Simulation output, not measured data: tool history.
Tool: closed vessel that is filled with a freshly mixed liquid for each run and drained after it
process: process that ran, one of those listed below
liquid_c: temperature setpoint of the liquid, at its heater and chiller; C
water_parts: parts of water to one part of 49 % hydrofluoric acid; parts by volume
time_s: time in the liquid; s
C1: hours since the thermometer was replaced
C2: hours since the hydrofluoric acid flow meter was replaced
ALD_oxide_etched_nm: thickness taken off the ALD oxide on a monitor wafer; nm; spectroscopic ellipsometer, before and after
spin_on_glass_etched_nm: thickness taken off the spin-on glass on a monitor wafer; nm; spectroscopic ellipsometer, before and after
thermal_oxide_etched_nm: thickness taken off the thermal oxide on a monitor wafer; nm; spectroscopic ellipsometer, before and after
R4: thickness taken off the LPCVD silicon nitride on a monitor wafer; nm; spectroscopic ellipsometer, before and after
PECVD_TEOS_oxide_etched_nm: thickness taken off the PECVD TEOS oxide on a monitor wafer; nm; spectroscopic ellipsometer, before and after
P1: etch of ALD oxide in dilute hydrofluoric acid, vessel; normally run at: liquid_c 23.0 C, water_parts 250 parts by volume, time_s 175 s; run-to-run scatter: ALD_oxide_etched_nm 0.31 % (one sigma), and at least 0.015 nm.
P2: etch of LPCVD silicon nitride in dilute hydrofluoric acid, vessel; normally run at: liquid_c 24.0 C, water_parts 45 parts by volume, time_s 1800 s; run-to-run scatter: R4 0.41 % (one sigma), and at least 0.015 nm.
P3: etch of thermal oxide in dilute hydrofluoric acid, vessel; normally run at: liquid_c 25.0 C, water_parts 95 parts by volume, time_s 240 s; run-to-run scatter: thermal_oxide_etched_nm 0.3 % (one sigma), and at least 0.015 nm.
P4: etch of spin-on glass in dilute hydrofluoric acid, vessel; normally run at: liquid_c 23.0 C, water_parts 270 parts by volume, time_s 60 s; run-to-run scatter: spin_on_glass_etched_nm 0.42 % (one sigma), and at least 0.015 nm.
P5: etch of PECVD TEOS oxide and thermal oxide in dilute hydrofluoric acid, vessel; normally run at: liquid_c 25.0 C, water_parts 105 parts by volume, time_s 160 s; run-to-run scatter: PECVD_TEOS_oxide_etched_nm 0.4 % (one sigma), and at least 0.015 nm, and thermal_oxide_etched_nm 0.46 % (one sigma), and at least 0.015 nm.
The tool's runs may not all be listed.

run 1 hour=5.8 | process=P1 liquid_c=23.0 water_parts=250 time_s=175 | C1=462.6 C2=426.8 | ALD_oxide_etched_nm=12.0960
run 2 hour=16.1 | process=P4 liquid_c=31.0 water_parts=270 time_s=60 | C1=472.9 C2=437.1 | spin_on_glass_etched_nm=8.9657
run 3 hour=22.1 | process=P3 liquid_c=25.0 water_parts=95 time_s=355 | C1=478.9 C2=443.1 | thermal_oxide_etched_nm=18.1700
run 4 hour=30.3 | process=P2 liquid_c=19.0 water_parts=45 time_s=1800 | C1=487.1 C2=451.3 | R4=12.9450
run 5 hour=39.2 | process=P2 liquid_c=24.0 water_parts=45 time_s=1800 | C1=496.0 C2=460.2 | R4=18.3410
-- hour=43.1 thermometer replaced
run 6 hour=49.8 | process=P5 liquid_c=25.0 water_parts=185 time_s=160 | C1=6.7 C2=470.8 | thermal_oxide_etched_nm=3.6911 PECVD_TEOS_oxide_etched_nm=13.355
run 7 hour=59.0 | process=P3 liquid_c=25.0 water_parts=160 time_s=240 | C1=15.9 C2=480.0 | thermal_oxide_etched_nm=6.7577
run 8 hour=64.4 | process=P1 liquid_c=23.0 water_parts=160 time_s=175 | C1=21.3 C2=485.4 | ALD_oxide_etched_nm=20.7540
run 9 hour=73.9 | process=P4 liquid_c=23.0 water_parts=440 time_s=60 | C1=30.8 C2=494.9 | spin_on_glass_etched_nm=3.5813
run 10 hour=81.7 | process=P2 liquid_c=24.0 water_parts=45 time_s=955 | C1=38.6 C2=502.7 | R4=9.7054
run 11 hour=86.5 | process=P1 liquid_c=23.0 water_parts=410 time_s=175 | C1=43.4 C2=507.5 | ALD_oxide_etched_nm=6.3981
run 12 hour=94.0 | process=P1 liquid_c=27.5 water_parts=250 time_s=175 | C1=50.9 C2=515.0 | ALD_oxide_etched_nm=14.1150
run 13 hour=101.0 | process=P5 liquid_c=25.0 water_parts=105 time_s=85 | C1=57.9 C2=522.0 | thermal_oxide_etched_nm=3.8090 PECVD_TEOS_oxide_etched_nm=13.684
run 14 hour=110.9 | process=P2 liquid_c=24.0 water_parts=60 time_s=1800 | C1=67.8 C2=531.9 | R4=13.7480
run 15 hour=120.9 | process=P1 liquid_c=18.0 water_parts=250 time_s=175 | C1=77.8 C2=541.9 | ALD_oxide_etched_nm=9.9915
run 16 hour=126.6 | process=P2 liquid_c=24.0 water_parts=45 time_s=1800 | C1=83.5 C2=547.6 | R4=18.3600
run 17 hour=132.7 | process=P3 liquid_c=25.0 water_parts=95 time_s=240 | C1=89.6 C2=553.7 | thermal_oxide_etched_nm=12.2070
run 18 hour=143.1 | process=P4 liquid_c=23.0 water_parts=270 time_s=60 | C1=100.0 C2=564.1 | spin_on_glass_etched_nm=6.8032
run 19 hour=153.2 | process=P1 liquid_c=23.0 water_parts=250 time_s=330 | C1=110.1 C2=574.2 | ALD_oxide_etched_nm=22.8230
run 20 hour=162.3 | process=P3 liquid_c=25.0 water_parts=95 time_s=240 | C1=119.2 C2=583.3 | thermal_oxide_etched_nm=12.1340
run 21 hour=168.8 | process=P1 liquid_c=23.0 water_parts=405 time_s=305 | C1=125.7 C2=589.8 | ALD_oxide_etched_nm=11.2200
run 22 hour=176.5 | process=P1 liquid_c=23.0 water_parts=250 time_s=175 | C1=133.4 C2=597.5 | ALD_oxide_etched_nm=12.1160
run 23 hour=182.0 | process=P1 liquid_c=23.0 water_parts=250 time_s=175 | C1=138.9 C2=603.0 | ALD_oxide_etched_nm=12.1510
run 24 hour=187.5 | process=P4 liquid_c=23.0 water_parts=270 time_s=30 | C1=144.4 C2=608.5 | spin_on_glass_etched_nm=3.4105
run 25 hour=194.6 | process=P1 liquid_c=23.0 water_parts=250 time_s=175 | C1=151.5 C2=615.6 | ALD_oxide_etched_nm=12.0190

Forecast run 26:
run 26 hour=203.3 | process=P5 liquid_c=25.0 water_parts=105 time_s=160 | C1=160.2 C2=624.3 | thermal_oxide_etched_nm=? PECVD_TEOS_oxide_etched_nm=?

thermal_oxide_etched_nm: 7.0942 nm
PECVD_TEOS_oxide_etched_nm: 25.829 nm
